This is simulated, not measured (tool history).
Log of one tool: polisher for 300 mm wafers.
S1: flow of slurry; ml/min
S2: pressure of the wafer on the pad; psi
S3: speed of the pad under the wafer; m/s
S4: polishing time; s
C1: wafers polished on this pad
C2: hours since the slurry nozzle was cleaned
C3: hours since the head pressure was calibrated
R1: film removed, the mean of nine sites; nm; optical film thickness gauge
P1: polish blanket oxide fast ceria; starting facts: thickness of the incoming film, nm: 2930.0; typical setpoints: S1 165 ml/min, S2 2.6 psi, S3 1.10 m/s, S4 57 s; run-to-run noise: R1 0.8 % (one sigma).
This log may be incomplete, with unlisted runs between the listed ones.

{"run": 1, "hour": 7.0, "S1": 165, "S2": 2.6, "S3": 1.1, "S4": 57, "C1": 690, "C2": 254.3, "C3": 580.2, "R1": 1053.6}
{"run": 2, "hour": 18.0, "S1": 225, "S2": 2.6, "S3": 1.1, "S4": 57, "C1": 806, "C2": 265.3, "C3": 591.2, "R1": 1103.8}
{"run": 3, "hour": 30.0, "S1": 165, "S2": 2.6, "S3": 1.1, "S4": 90, "C1": 932, "C2": 277.3, "C3": 603.2, "R1": 1679.1}
{"run": 4, "hour": 40.2, "S1": 165, "S2": 2.6, "S3": 1.6, "S4": 57, "C1": 1039, "C2": 287.5, "C3": 613.4, "R1": 1544.6}
{"run": 5, "hour": 51.1, "S1": 165, "S2": 2.6, "S3": 1.1, "S4": 57, "C1": 1153, "C2": 298.4, "C3": 624.3, "R1": 1066.4}
{"run": 6, "hour": 61.6, "S1": 165, "S2": 2.6, "S3": 1.1, "S4": 57, "C1": 1263, "C2": 308.9, "C3": 634.8, "R1": 1063.6}
{"run": 7, "hour": 73.2, "S1": 100, "S2": 2.6, "S3": 1.1, "S4": 71, "C1": 1385, "C2": 320.5, "C3": 646.4, "R1": 1199.1}
{"run": 8, "hour": 85.9, "S1": 100, "S2": 2.6, "S3": 1.1, "S4": 57, "C1": 1518, "C2": 333.2, "C3": 659.1, "R1": 955.03}
{"run": 9, "hour": 97.0, "S1": 165, "S2": 2.6, "S3": 0.64, "S4": 57, "C1": 1634, "C2": 344.3, "C3": 670.2, "R1": 612.68}
{"run": 10, "hour": 106.6, "S1": 165, "S2": 2.6, "S3": 1.1, "S4": 57, "C1": 1735, "C2": 353.9, "C3": 679.8, "R1": 1053.0}
{"run": 11, "hour": 115.8, "S1": 165, "S2": 1.6, "S3": 1.1, "S4": 57, "C1": 1832, "C2": 363.1, "C3": 689.0, "R1": 646.66}
{"run": 12, "hour": 130.3, "S1": 165, "S2": 2.6, "S3": 1.1, "S4": 40, "C1": 1984, "C2": 377.6, "C3": 703.5, "R1": 746.38}
{"run": 13, "hour": 144.2, "S1": 165, "S2": 2.6, "S3": 1.1, "S4": 57, "C1": 2130, "C2": 391.5, "C3": 717.4, "R1": 1063.0}
{"run": 14, "hour": 156.6, "S1": 165, "S2": 3.3, "S3": 1.1, "S4": 57, "C1": 2260, "C2": 403.9, "C3": 729.8, "R1": 1354.9}
{"run": 15, "hour": 163.6, "S1": 165, "S2": 2.6, "S3": 1.1, "S4": 57, "C1": 2333, "C2": 410.9, "C3": 736.8, "R1": 1072.1}
{"run": 16, "hour": 178.3, "S1": 165, "S2": 2.6, "S3": 1.1, "S4": 57, "C1": 2487, "C2": 425.6, "C3": 751.5, "R1": 1061.4}
{"run": 17, "hour": 188.9, "S1": 250, "S2": 2.6, "S3": 1.56, "S4": 57, "C1": 2599, "C2": 436.2, "C3": 762.1, "R1": 1603.1}
{"run": 18, "hour": 200.9, "S1": 165, "S2": 2.6, "S3": 1.1, "S4": 57, "C1": 2725, "C2": 448.2, "C3": 774.1, "R1": 1041.7}
{"run": 19, "hour": 212.9, "S1": 165, "S2": 2.6, "S3": 1.1, "S4": 57, "C1": 2850, "C2": 460.2, "C3": 786.1, "R1": 1029.1}
{"run": 20, "hour": 227.6, "S1": 165, "S2": 2.6, "S3": 1.1, "S4": 57, "C1": 3005, "C2": 474.9, "C3": 800.8, "R1": 1020.8}
{"run": 21, "hour": 241.8, "S1": 165, "S2": 2.6, "S3": 1.1, "S4": 57, "C1": 3154, "C2": 489.1, "C3": 815.0, "R1": 1004.1}
{"hour": 242.8, "done": "head pressure recalibrated"}
{"run": 22, "hour": 255.3, "S1": 165, "S2": 2.6, "S3": 1.1, "S4": 57, "C1": 3295, "C2": 502.6, "C3": 12.5, "R1": 998.41}
{"run": 23, "hour": 263.6, "S1": 165, "S2": 2.6, "S3": 1.1, "S4": 57, "C1": 3382, "C2": 510.9, "C3": 20.8, "R1": 997.29}
{"run": 24, "hour": 277.2, "S1": 165, "S2": 2.6, "S3": 1.1, "S4": 57, "C1": 3525, "C2": 524.5, "C3": 34.4, "R1": 999.65}
{"run": 25, "hour": 288.0, "S1": 165, "S2": 2.6, "S3": 1.1, "S4": 57, "C1": 3638, "C2": 535.3, "C3": 45.2, "R1": 981.81}

What P1 gives has crept away from where it was. These 2 causes fit the log equally well, each at the size given:
A: slurry flow missing at the pad, % = 29.4
B: removal rate lost through wear of the pad, % = 6.27
The drift started at roughly hour 200.9.
Why every other cause is out:
head's pressure below its setpoint, %: serviced after onset, at hour 242.8, with no recovery of the prior output

You are offered 4 check runs, listed below with question marks in place of their results; each one averages 3 wafers. Which run separates the listed causes by giving clearly different results for each?
{"run": "check 1", "hour": 298.8, "S1": 165, "S2": 2.6, "S3": 1.46, "S4": 40, "R1": "?"}
{"run": "check 2", "hour": 298.8, "S1": 100, "S2": 2.6, "S3": 1.1, "S4": 45, "R1": "?"}
{"run": "check 3", "hour": 298.8, "S1": 165, "S2": 1.6, "S3": 0.68, "S4": 57, "R1": "?"}
{"run": "check 4", "hour": 298.8, "S1": 165, "S2": 2.6, "S3": 1.32, "S4": 74, "R1": "?"}

How each check would come out, cause by cause:
check=check_1 result=R1 if_A=924.31 if_B=924.25
check=check_2 result=R1 if_A=683.59 if_B=708.75
check=check_3 result=R1 if_A=377.52 if_B=377.49
check=check_4 result=R1 if_A=1546.00 if_B=1545.90
Gap, in per cent, between the two causes that each check separates least, read from the result that separates them most: check 1 0.01 %; check 2 3.61 %; check 3 0.01 %; check 4 0.01 %
The causes can be told apart only by check 2. The other checks would give nearly the same results under each of them.

Check 2 was carried out, with these results: R1 681.71 nm. Which of the listed causes is responsible?

It is A: slurry flow missing at the pad, %.
